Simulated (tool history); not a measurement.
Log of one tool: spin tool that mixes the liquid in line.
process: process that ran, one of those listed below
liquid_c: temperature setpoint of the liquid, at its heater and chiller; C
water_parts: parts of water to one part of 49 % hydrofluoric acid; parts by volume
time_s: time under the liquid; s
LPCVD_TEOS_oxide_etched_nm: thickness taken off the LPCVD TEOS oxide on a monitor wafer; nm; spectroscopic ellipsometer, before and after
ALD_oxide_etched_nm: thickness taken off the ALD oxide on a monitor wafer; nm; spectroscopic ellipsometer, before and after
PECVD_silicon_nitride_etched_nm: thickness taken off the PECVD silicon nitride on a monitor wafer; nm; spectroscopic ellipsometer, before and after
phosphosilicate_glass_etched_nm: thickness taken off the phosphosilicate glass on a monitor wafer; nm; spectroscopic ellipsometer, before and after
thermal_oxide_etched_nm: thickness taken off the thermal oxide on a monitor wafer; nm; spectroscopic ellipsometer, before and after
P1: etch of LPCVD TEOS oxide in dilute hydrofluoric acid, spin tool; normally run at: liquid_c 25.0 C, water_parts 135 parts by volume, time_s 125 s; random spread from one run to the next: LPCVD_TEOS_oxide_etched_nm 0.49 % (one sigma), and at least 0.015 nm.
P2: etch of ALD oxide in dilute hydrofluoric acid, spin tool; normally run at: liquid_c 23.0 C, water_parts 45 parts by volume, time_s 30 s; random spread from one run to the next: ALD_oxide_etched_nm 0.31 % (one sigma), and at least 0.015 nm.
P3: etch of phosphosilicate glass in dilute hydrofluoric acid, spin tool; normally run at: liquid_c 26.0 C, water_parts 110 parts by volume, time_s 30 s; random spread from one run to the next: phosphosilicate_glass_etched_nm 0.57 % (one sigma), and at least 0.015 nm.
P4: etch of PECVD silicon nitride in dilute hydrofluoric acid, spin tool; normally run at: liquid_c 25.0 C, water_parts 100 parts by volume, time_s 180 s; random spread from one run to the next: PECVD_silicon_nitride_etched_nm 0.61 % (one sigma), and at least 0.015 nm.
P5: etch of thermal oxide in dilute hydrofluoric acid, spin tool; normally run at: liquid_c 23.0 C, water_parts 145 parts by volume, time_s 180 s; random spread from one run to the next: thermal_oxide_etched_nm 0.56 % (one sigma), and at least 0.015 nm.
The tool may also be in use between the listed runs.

run,hour,process,liquid_c,water_parts,time_s,hours since the thermometer was replaced,hours since the hydrofluoric acid flow meter was replaced,LPCVD_TEOS_oxide_etched_nm,ALD_oxide_etched_nm,PECVD_silicon_nitride_etched_nm,phosphosilicate_glass_etched_nm,thermal_oxide_etched_nm
1,15.5,P1,25.0,135,125,376.4,321.4,31.4410,,,,
2,31.3,P1,25.0,135,190,392.2,337.2,47.5850,,,,
3,42.1,P1,28.5,195,125,403.0,348.0,23.0930,,,,
4,50.7,P2,23.0,45,15,411.6,356.6,,3.8894,,,
5,62.4,P1,30.0,135,125,423.3,368.3,38.2160,,,,
6,72.2,P1,25.0,135,125,433.1,378.1,31.4390,,,,
7,79.7,P4,25.0,100,285,440.6,385.6,,,5.6742,,
8,94.3,P3,34.0,110,30,455.2,400.2,,,,66.450,
9,101.4,P1,25.0,135,15,462.3,407.3,3.8027,,,,
10,109.0,P5,23.0,145,90,469.9,414.9,,,,,2.7039
11,118.4,P1,25.0,135,125,479.3,424.3,31.6100,,,,
12,130.2,P4,25.0,100,180,491.1,436.1,,,3.5995,,
13,146.0,P1,25.0,135,125,506.9,451.9,31.4720,,,,
14,154.2,P4,25.0,180,180,515.1,460.1,,,2.0036,,
15,166.1,P1,25.0,135,125,527.0,472.0,31.5480,,,,
16,181.3,P1,17.0,135,125,542.2,487.2,22.9370,,,,
17,196.2,P2,23.0,45,30,557.1,502.1,,7.8148,,,
18,206.3,P5,23.0,145,180,567.2,512.2,,,,,5.4568
19,220.8,P1,25.0,135,125,581.7,526.7,31.2350,,,,
20,229.6,P1,25.0,50,125,590.5,535.5,95.3210,,,,
21,239.8,P1,25.0,210,125,600.7,545.7,18.6960,,,,
22,246.9,P4,18.5,100,180,607.8,552.8,,,2.3604,,
23,259.8,P2,23.0,75,30,620.7,565.7,,4.4399,,,
24,269.5,P1,25.0,45,30,630.4,575.4,25.3310,,,,
25,278.7,P5,23.0,225,180,639.6,584.6,,,,,3.2149
26,289.1,P3,26.0,190,30,650.0,595.0,,,,25.669,
27,301.2,P1,25.0,135,125,662.1,607.1,31.5060,,,,
28,312.1,P3,26.0,110,15,673.0,618.0,,,,24.752,

Expected results for the next run?
29,319.6,P3,26.0,110,30,680.5,625.5,,,,?,

Run 29 yielded phosphosilicate_glass_etched_nm 49.632 nm.
